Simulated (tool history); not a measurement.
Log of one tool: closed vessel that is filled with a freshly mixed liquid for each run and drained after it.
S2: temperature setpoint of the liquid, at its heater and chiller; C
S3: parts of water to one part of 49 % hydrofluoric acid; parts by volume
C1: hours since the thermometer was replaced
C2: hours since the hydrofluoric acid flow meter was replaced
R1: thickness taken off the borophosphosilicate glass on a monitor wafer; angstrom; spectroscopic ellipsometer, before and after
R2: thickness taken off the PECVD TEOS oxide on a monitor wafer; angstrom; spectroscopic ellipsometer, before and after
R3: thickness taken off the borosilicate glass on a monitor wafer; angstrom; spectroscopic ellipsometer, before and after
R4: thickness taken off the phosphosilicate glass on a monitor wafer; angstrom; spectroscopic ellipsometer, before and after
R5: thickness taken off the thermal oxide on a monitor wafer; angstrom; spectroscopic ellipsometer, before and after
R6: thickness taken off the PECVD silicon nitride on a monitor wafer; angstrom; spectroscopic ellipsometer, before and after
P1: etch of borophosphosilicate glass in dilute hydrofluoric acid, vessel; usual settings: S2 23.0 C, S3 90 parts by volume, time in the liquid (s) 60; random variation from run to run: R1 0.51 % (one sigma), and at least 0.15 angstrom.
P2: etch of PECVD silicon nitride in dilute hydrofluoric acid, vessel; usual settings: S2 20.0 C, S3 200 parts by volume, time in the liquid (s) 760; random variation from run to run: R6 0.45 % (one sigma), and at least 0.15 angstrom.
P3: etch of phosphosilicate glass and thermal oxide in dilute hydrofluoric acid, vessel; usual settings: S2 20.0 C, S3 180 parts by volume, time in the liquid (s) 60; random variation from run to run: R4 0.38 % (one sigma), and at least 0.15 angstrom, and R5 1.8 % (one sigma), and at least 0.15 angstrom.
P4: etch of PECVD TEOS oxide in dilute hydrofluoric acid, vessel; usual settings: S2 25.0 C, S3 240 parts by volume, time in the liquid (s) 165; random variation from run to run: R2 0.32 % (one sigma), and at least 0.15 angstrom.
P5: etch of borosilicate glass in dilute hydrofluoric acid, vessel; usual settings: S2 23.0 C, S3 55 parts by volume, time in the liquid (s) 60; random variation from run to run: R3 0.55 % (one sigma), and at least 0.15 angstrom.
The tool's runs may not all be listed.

run 1 day=0.358 | process_that_ran=P1 S2=23.0 S3=90 time_in_the_liquid_(s)=60 | C1=1589.6 C2=203.2 | R1=280.880
run 2 day=0.858 | process_that_ran=P4 S2=25.0 S3=240 time_in_the_liquid_(s)=165 | C1=1601.6 C2=215.2 | R2=116.330
run 3 day=1.171 | process_that_ran=P5 S2=17.0 S3=55 time_in_the_liquid_(s)=60 | C1=1609.1 C2=222.7 | R3=260.67
run 4 day=1.546 | process_that_ran=P3 S2=20.0 S3=180 time_in_the_liquid_(s)=60 | C1=1618.1 C2=231.7 | R4=355.43 R5=13.1360
run 5 day=1.879 | process_that_ran=P1 S2=23.0 S3=90 time_in_the_liquid_(s)=60 | C1=1626.1 C2=239.7 | R1=280.960
run 6 day=2.288 | process_that_ran=P3 S2=20.0 S3=180 time_in_the_liquid_(s)=60 | C1=1635.9 C2=249.5 | R4=355.03 R5=13.0250
run 7 day=2.579 | process_that_ran=P2 S2=20.0 S3=200 time_in_the_liquid_(s)=760 | C1=1642.9 C2=256.5 | R6=139.600
run 8 day=2.958 | process_that_ran=P1 S2=23.0 S3=90 time_in_the_liquid_(s)=60 | C1=1652.0 C2=265.6 | R1=278.730
run 9 day=3.462 | process_that_ran=P4 S2=25.0 S3=240 time_in_the_liquid_(s)=30 | C1=1664.1 C2=277.7 | R2=21.266
run 10 day=4.088 | process_that_ran=P3 S2=20.0 S3=310 time_in_the_liquid_(s)=60 | C1=1679.1 C2=292.7 | R4=182.86 R5=7.0788
run 11 day=4.429 | process_that_ran=P1 S2=23.0 S3=150 time_in_the_liquid_(s)=35 | C1=1687.3 C2=300.9 | R1=90.519
run 12 day=5.025 | process_that_ran=P2 S2=20.0 S3=200 time_in_the_liquid_(s)=220 | C1=1701.6 C2=315.2 | R6=40.362
run 13 day=5.421 | process_that_ran=P1 S2=23.0 S3=90 time_in_the_liquid_(s)=30 | C1=1711.1 C2=324.7 | R1=140.160
run 14 day=5.775 | process_that_ran=P5 S2=23.0 S3=95 time_in_the_liquid_(s)=60 | C1=1719.6 C2=333.2 | R3=182.46
run 15 day=6.183 | process_that_ran=P1 S2=17.0 S3=90 time_in_the_liquid_(s)=60 | C1=1729.4 C2=343.0 | R1=218.150
run 16 day=6.729 | process_that_ran=P2 S2=28.0 S3=200 time_in_the_liquid_(s)=760 | C1=1742.5 C2=356.1 | R6=233.000
run 17 day=7.158 | process_that_ran=P1 S2=23.0 S3=90 time_in_the_liquid_(s)=60 | C1=1752.8 C2=366.4 | R1=279.670
run 18 day=7.542 | process_that_ran=P1 S2=27.5 S3=90 time_in_the_liquid_(s)=60 | C1=1762.0 C2=375.6 | R1=336.530
run 19 day=8.033 | process_that_ran=P1 S2=23.0 S3=90 time_in_the_liquid_(s)=105 | C1=1773.8 C2=387.4 | R1=489.490
run 20 day=8.612 | process_that_ran=P5 S2=23.0 S3=55 time_in_the_liquid_(s)=60 | C1=1787.7 C2=401.3 | R3=333.62
run 21 day=8.946 | process_that_ran=P2 S2=20.0 S3=45 time_in_the_liquid_(s)=760 | C1=1795.7 C2=409.3 | R6=602.360
run 22 day=9.579 | process_that_ran=P1 S2=23.0 S3=90 time_in_the_liquid_(s)=60 | C1=1810.9 C2=424.5 | R1=280.370
run 23 day=10.133 | process_that_ran=P1 S2=23.0 S3=125 time_in_the_liquid_(s)=115 | C1=1824.2 C2=437.8 | R1=370.370
run 24 day=10.604 | process_that_ran=P4 S2=25.0 S3=385 time_in_the_liquid_(s)=165 | C1=1835.5 C2=449.1 | R2=62.663
run 25 day=11.088 | process_that_ran=P5 S2=23.0 S3=55 time_in_the_liquid_(s)=110 | C1=1847.1 C2=460.7 | R3=609.83
run 26 day=11.417 | process_that_ran=P4 S2=18.0 S3=240 time_in_the_liquid_(s)=165 | C1=1855.0 C2=468.6 | R2=89.554
run 27 day=12.079 | process_that_ran=P1 S2=23.0 S3=140 time_in_the_liquid_(s)=60 | C1=1870.9 C2=484.5 | R1=170.100
run 28 day=12.717 | process_that_ran=P1 S2=23.0 S3=90 time_in_the_liquid_(s)=60 | C1=1886.2 C2=499.8 | R1=281.400
run 29 day=13.229 | process_that_ran=P3 S2=17.0 S3=180 time_in_the_liquid_(s)=60 | C1=1898.5 C2=512.1 | R4=315.81 R5=11.5830
run 30 day=13.529 | process_that_ran=P1 S2=23.0 S3=50 time_in_the_liquid_(s)=60 | C1=1905.7 C2=519.3 | R1=526.340
run 31 day=14.100 | process_that_ran=P3 S2=20.0 S3=180 time_in_the_liquid_(s)=100 | C1=1919.4 C2=533.0 | R4=593.42 R5=21.9500
run 32 day=14.438 | process_that_ran=P1 S2=23.0 S3=90 time_in_the_liquid_(s)=60 | C1=1927.5 C2=541.1 | R1=279.490
run 33 day=14.929 | process_that_ran=P1 S2=23.0 S3=90 time_in_the_liquid_(s)=60 | C1=1939.3 C2=552.9 | R1=291.240
run 34 day=15.367 | process_that_ran=P1 S2=23.0 S3=90 time_in_the_liquid_(s)=60 | C1=1949.8 C2=563.4 | R1=295.380
run 35 day=15.733 | process_that_ran=P1 S2=23.0 S3=90 time_in_the_liquid_(s)=60 | C1=1958.6 C2=572.2 | R1=300.150
run 36 day=16.400 | process_that_ran=P1 S2=23.0 S3=90 time_in_the_liquid_(s)=60 | C1=1974.6 C2=588.2 | R1=305.230
run 37 day=16.912 | process_that_ran=P1 S2=23.0 S3=90 time_in_the_liquid_(s)=60 | C1=1986.9 C2=600.5 | R1=306.580
run 38 day=17.504 | process_that_ran=P1 S2=23.0 S3=90 time_in_the_liquid_(s)=60 | C1=2001.1 C2=614.7 | R1=305.640
run 39 day=17.812 | process_that_ran=P1 S2=23.0 S3=90 time_in_the_liquid_(s)=60 | C1=2008.5 C2=622.1 | R1=305.960
run 40 day=18.388 | process_that_ran=P1 S2=23.0 S3=90 time_in_the_liquid_(s)=60 | C1=2022.3 C2=635.9 | R1=309.090
run 41 day=18.917 | process_that_ran=P1 S2=23.0 S3=90 time_in_the_liquid_(s)=60 | C1=2035.0 C2=648.6 | R1=306.910

What P1 gives has crept away from where it was. These 2 causes fit the log equally well, each at the size given:
A: liquid hotter than its thermometer reads (K) = 2.34
B: hydrofluoric acid flow above the setpoint (%) = 8.77
The creep began at about day 14.438.

4 check runs are offered, one wafer each, their results left as question marks. Which one tells the causes apart?
run check 1 day=19.446 | process_that_ran=P4 S2=21.5 S3=240 time_in_the_liquid_(s)=30 | R2=?
run check 2 day=19.446 | process_that_ran=P3 S2=17.0 S3=180 time_in_the_liquid_(s)=100 | R4=? R5=?
run check 3 day=19.446 | process_that_ran=P5 S2=20.0 S3=55 time_in_the_liquid_(s)=95 | R3=?
run check 4 day=19.446 | process_that_ran=P2 S2=20.0 S3=200 time_in_the_liquid_(s)=430 | R6=?

What each check would give under each cause:
check=check_1 result=R2 if_A=20.299 if_B=20.657
check=check_2 result=R4 if_A=578.47 if_B=581.09
check=check_2 result=R5 if_A=21.5720 if_B=21.6700
check=check_3 result=R3 if_A=511.82 if_B=507.32
check=check_4 result=R6 if_A=92.165 if_B=85.917
How far apart the two closest causes lie, in the result that separates them most: check 1 1.75 %; check 2 0.45 %; check 3 0.88 %; check 4 7.02 %
Check 4 tells the causes apart: in the others they would give nearly the same result.

Check 4 was then run and gave: R6 85.843 angstrom. Which cause is it?

It is B: hydrofluoric acid flow above the setpoint (%).
